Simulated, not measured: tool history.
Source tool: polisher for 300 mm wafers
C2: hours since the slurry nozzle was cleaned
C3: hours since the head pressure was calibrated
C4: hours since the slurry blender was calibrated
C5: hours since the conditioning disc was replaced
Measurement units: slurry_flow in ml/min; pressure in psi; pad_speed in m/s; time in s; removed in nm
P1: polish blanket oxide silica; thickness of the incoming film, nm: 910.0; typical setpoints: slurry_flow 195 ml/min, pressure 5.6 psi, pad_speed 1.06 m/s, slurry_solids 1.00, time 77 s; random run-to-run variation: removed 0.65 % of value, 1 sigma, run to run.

run 1 day=0.188 | slurry_flow=195 pressure=5.6 pad_speed=1.06 slurry_solids=1.00 time=77 | wafers_polished_on_this_pad=277 C2=58.6 C3=208.1 C4=24.6 C5=75.1 | removed=274.02
run 2 day=0.367 | slurry_flow=195 pressure=5.6 pad_speed=1.06 slurry_solids=1.00 time=77 | wafers_polished_on_this_pad=318 C2=62.9 C3=212.4 C4=28.9 C5=79.4 | removed=272.71
run 3 day=0.562 | slurry_flow=195 pressure=5.6 pad_speed=0.48 slurry_solids=1.00 time=77 | wafers_polished_on_this_pad=363 C2=67.6 C3=217.1 C4=33.6 C5=84.1 | removed=144.81
run 4 day=0.733 | slurry_flow=195 pressure=2.7 pad_speed=1.06 slurry_solids=1.00 time=77 | wafers_polished_on_this_pad=402 C2=71.7 C3=221.2 C4=37.7 C5=88.2 | removed=129.13
run 5 day=0.842 | slurry_flow=195 pressure=5.6 pad_speed=1.06 slurry_solids=1.50 time=77 | wafers_polished_on_this_pad=427 C2=74.3 C3=223.8 C4=40.3 C5=90.8 | removed=319.80
run 6 day=0.938 | slurry_flow=115 pressure=5.6 pad_speed=1.06 slurry_solids=1.00 time=77 | wafers_polished_on_this_pad=449 C2=76.6 C3=226.1 C4=42.6 C5=93.1 | removed=248.82
run 7 day=1.042 | slurry_flow=195 pressure=5.6 pad_speed=1.48 slurry_solids=1.00 time=77 | wafers_polished_on_this_pad=473 C2=79.1 C3=228.6 C4=45.1 C5=95.6 | removed=356.29
run 8 day=1.225 | slurry_flow=195 pressure=8.3 pad_speed=1.06 slurry_solids=1.30 time=77 | wafers_polished_on_this_pad=515 C2=83.5 C3=233.0 C4=49.5 C5=100.0 | removed=448.94
run 9 day=1.371 | slurry_flow=195 pressure=5.6 pad_speed=1.06 slurry_solids=0.55 time=77 | wafers_polished_on_this_pad=549 C2=87.0 C3=236.5 C4=53.0 C5=103.5 | removed=196.79
run 10 day=1.508 | slurry_flow=195 pressure=5.6 pad_speed=1.06 slurry_solids=1.00 time=51 | wafers_polished_on_this_pad=580 C2=90.3 C3=239.8 C4=56.3 C5=106.8 | removed=178.71
run 11 day=1.646 | slurry_flow=195 pressure=5.6 pad_speed=1.06 slurry_solids=1.00 time=77 | wafers_polished_on_this_pad=612 C2=93.6 C3=243.1 C4=59.6 C5=110.1 | removed=271.64
run 12 day=1.829 | slurry_flow=195 pressure=5.6 pad_speed=1.06 slurry_solids=1.00 time=77 | wafers_polished_on_this_pad=654 C2=98.0 C3=247.5 C4=64.0 C5=114.5 | removed=270.65
run 13 day=1.971 | slurry_flow=195 pressure=8.8 pad_speed=1.06 slurry_solids=1.00 time=77 | wafers_polished_on_this_pad=687 C2=101.4 C3=250.9 C4=67.4 C5=117.9 | removed=430.21
run 14 day=2.158 | slurry_flow=195 pressure=5.6 pad_speed=1.06 slurry_solids=1.00 time=77 | wafers_polished_on_this_pad=730 C2=105.9 C3=255.4 C4=71.9 C5=122.4 | removed=272.20
-- day=2.225 conditioning disc replaced and pad reconditioned
run 15 day=2.250 | slurry_flow=195 pressure=5.6 pad_speed=1.06 slurry_solids=1.00 time=121 | wafers_polished_on_this_pad=751 C2=108.1 C3=257.6 C4=74.1 C5=0.6 | removed=427.61
run 16 day=2.358 | slurry_flow=300 pressure=5.6 pad_speed=1.06 slurry_solids=1.00 time=77 | wafers_polished_on_this_pad=776 C2=110.7 C3=260.2 C4=76.7 C5=3.2 | removed=285.80
run 17 day=2.546 | slurry_flow=195 pressure=5.6 pad_speed=1.06 slurry_solids=1.00 time=77 | wafers_polished_on_this_pad=819 C2=115.2 C3=264.7 C4=81.2 C5=7.7 | removed=272.14
run 18 day=2.692 | slurry_flow=195 pressure=5.6 pad_speed=1.06 slurry_solids=1.00 time=77 | wafers_polished_on_this_pad=852 C2=118.7 C3=268.2 C4=84.7 C5=11.2 | removed=258.21
run 19 day=2.783 | slurry_flow=195 pressure=5.6 pad_speed=1.06 slurry_solids=1.00 time=77 | wafers_polished_on_this_pad=873 C2=120.9 C3=270.4 C4=86.9 C5=13.4 | removed=253.74
run 20 day=2.892 | slurry_flow=195 pressure=5.6 pad_speed=1.06 slurry_solids=1.00 time=77 | wafers_polished_on_this_pad=898 C2=123.5 C3=273.0 C4=89.5 C5=16.0 | removed=252.49
run 21 day=3.033 | slurry_flow=195 pressure=5.6 pad_speed=1.06 slurry_solids=1.00 time=77 | wafers_polished_on_this_pad=931 C2=126.9 C3=276.4 C4=92.9 C5=19.4 | removed=248.39
-- day=3.062 slurry nozzle cleaned
run 22 day=3.204 | slurry_flow=195 pressure=5.6 pad_speed=1.06 slurry_solids=1.00 time=77 | wafers_polished_on_this_pad=970 C2=3.5 C3=280.5 C4=97.0 C5=23.5 | removed=245.58
run 23 day=3.325 | slurry_flow=195 pressure=5.6 pad_speed=1.06 slurry_solids=1.00 time=77 | wafers_polished_on_this_pad=998 C2=6.4 C3=283.4 C4=99.9 C5=26.4 | removed=242.59
-- day=3.442 head pressure recalibrated
run 24 day=3.496 | slurry_flow=195 pressure=5.6 pad_speed=1.06 slurry_solids=1.00 time=77 | wafers_polished_on_this_pad=1037 C2=10.5 C3=1.4 C4=104.0 C5=30.5 | removed=238.90
-- day=3.567 conditioning disc replaced and pad reconditioned
run 25 day=3.696 | slurry_flow=195 pressure=5.6 pad_speed=1.06 slurry_solids=1.00 time=77 | wafers_polished_on_this_pad=1083 C2=15.3 C3=6.2 C4=108.8 C5=3.2 | removed=241.50
run 26 day=3.892 | slurry_flow=195 pressure=5.6 pad_speed=1.06 slurry_solids=1.00 time=77 | wafers_polished_on_this_pad=1128 C2=20.0 C3=10.9 C4=113.5 C5=7.9 | removed=240.51

Predict the results of run 27:
run 27 day=3.988 | slurry_flow=195 pressure=5.6 pad_speed=1.06 slurry_solids=1.00 time=77 | wafers_polished_on_this_pad=1150 C2=22.3 C3=13.2 C4=115.8 C5=10.2 | removed=?

removed: 239.74 nm

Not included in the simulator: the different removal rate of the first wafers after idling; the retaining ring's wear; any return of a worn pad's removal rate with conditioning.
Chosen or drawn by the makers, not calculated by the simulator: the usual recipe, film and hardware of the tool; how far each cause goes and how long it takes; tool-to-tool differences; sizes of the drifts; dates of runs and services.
